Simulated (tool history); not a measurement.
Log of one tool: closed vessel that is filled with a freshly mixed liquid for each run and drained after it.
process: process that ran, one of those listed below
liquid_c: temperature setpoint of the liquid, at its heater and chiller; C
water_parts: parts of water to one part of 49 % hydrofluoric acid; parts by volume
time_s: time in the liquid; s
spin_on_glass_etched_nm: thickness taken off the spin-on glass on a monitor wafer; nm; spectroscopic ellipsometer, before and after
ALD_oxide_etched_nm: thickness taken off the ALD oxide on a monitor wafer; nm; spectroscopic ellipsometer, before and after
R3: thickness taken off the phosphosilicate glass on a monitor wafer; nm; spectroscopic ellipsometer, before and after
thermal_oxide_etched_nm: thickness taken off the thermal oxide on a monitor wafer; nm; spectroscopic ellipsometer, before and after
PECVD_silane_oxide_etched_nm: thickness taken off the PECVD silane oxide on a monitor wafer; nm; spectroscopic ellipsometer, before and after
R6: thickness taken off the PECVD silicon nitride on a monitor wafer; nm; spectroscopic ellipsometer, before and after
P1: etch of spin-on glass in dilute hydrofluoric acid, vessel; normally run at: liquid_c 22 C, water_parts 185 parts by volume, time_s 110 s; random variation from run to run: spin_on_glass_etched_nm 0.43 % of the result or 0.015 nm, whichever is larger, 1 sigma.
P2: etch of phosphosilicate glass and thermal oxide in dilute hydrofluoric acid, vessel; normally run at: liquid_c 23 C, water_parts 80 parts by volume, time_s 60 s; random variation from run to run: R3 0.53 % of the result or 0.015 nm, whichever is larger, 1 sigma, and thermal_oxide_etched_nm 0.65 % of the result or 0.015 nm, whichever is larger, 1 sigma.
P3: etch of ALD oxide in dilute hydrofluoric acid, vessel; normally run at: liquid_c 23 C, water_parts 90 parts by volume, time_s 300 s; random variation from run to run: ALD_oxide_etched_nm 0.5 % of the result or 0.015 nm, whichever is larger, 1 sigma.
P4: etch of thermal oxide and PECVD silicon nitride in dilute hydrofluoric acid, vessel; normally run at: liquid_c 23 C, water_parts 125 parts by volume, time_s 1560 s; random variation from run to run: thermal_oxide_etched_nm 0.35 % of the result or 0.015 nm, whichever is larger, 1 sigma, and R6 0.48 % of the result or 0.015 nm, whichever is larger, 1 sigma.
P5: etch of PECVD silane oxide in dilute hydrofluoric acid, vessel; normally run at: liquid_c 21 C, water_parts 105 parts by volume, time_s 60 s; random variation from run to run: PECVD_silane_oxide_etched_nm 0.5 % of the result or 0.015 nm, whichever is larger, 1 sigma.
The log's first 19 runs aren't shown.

run 20 day=10.133 | process=P1 liquid_c=22 water_parts=185 time_s=110 | spin_on_glass_etched_nm=12.506
run 21 day=10.7 | process=P2 liquid_c=23 water_parts=80 time_s=60 | R3=74.236 thermal_oxide_etched_nm=3.4676
run 22 day=11.121 | process=P4 liquid_c=23 water_parts=125 time_s=1560 | thermal_oxide_etched_nm=55.685 R6=46.437
run 23 day=11.562 | process=P1 liquid_c=29.5 water_parts=80 time_s=110 | spin_on_glass_etched_nm=43.631
run 24 day=12.25 | process=P1 liquid_c=22 water_parts=185 time_s=45 | spin_on_glass_etched_nm=5.0675
run 25 day=12.742 | process=P4 liquid_c=23 water_parts=70 time_s=1560 | thermal_oxide_etched_nm=106.6 R6=81.797
run 26 day=13.275 | process=P2 liquid_c=23 water_parts=80 time_s=90 | R3=111.13 thermal_oxide_etched_nm=5.2169
run 27 day=13.842 | process=P1 liquid_c=22 water_parts=185 time_s=110 | spin_on_glass_etched_nm=12.475

Forecast run 28:
run 28 day=14.438 | process=P3 liquid_c=30.5 water_parts=90 time_s=300 | ALD_oxide_etched_nm=?

Run 28 gave ALD_oxide_etched_nm 43.287 nm.

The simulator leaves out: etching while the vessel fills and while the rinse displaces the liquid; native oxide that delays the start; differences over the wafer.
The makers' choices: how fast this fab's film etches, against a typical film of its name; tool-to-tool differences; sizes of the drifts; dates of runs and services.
